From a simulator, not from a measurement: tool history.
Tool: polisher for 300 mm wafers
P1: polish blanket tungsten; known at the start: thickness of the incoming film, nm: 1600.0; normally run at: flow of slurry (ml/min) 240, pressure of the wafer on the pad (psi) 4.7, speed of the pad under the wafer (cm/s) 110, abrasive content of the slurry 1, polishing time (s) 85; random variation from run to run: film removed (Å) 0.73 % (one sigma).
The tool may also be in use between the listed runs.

run,hour,flow of slurry (ml/min),pressure of the wafer on the pad (psi),speed of the pad under the wafer (cm/s),abrasive content of the slurry,polishing time (s),wafers polished on this pad,hours since the slurry nozzle was cleaned,hours since the head pressure was calibrated,hours since the slurry blender was calibrated,hours since the slurry got fresh peroxide,film removed (Å)
1,4.7,240,4.7,110,1,85,241,227.2,293.5,94.3,35.9,6436.9
2,12.9,240,4.7,110,1,38,332,235.4,301.7,102.5,44.1,2831.5
# hour 21.2: slurry blender recalibrated
3,22.2,240,4.7,110,1.5,85,435,244.7,311,1.1,53.4,7033
4,27.5,350,4.7,110,1,85,493,250,316.3,6.4,58.7,6684
5,35.1,240,6.9,110,1,85,577,257.6,323.9,14,66.3,9275.1
6,41.7,240,4.7,110,0.5,85,650,264.2,330.5,20.6,72.9,5440.5
# hour 47.4: worn pad replaced by a new one
7,47.5,145,4.7,110,1,85,1,270,336.3,26.4,78.7,6024.8
8,53.9,240,4.7,110,1,109,72,276.4,342.7,32.8,85.1,8111.1
9,58.9,240,4.7,154,1,85,127,281.4,347.7,37.8,90.1,9027.4
10,68.8,240,4.7,64,1,85,237,291.3,357.6,47.7,100,3733.9
11,73.6,240,4.7,110,1,85,290,296.1,362.4,52.5,104.8,6335.3
12,79.6,315,4.7,110,1,59,356,302.1,368.4,58.5,110.8,4575.9
13,87.7,240,4.7,110,1,85,446,310.2,376.5,66.6,118.9,6352.1
14,95.9,240,2.8,110,1,85,536,318.4,384.7,74.8,127.1,3843.1
15,104.9,240,4.7,110,1,85,636,327.4,393.7,83.8,136.1,6366.5
16,112.1,240,4.7,110,1,85,716,334.6,400.9,91,143.3,6343.2
17,117.3,240,4.7,110,1,85,773,339.8,406.1,96.2,148.5,6242.1
18,122.5,240,4.7,110,1,85,831,345,411.3,101.4,153.7,6173.2
19,132.2,240,4.7,110,1,85,938,354.7,421,111.1,163.4,6109.4
20,138.8,240,4.7,110,1,85,1011,361.3,427.6,117.7,170,6118.5
# hour 143.4: slurry tank refilled with fresh slurry and peroxide
# hour 144.8: head pressure recalibrated
# hour 144.9: worn pad replaced by a new one
21,148,240,4.7,110,1,85,34,370.5,3.3,126.9,4.6,5964.6

Forecast run 22:
22,154.4,240,4.7,110,1,85,105,376.9,9.7,133.3,11,?

{"run 22": {"film removed (Å)": 6038.6}}
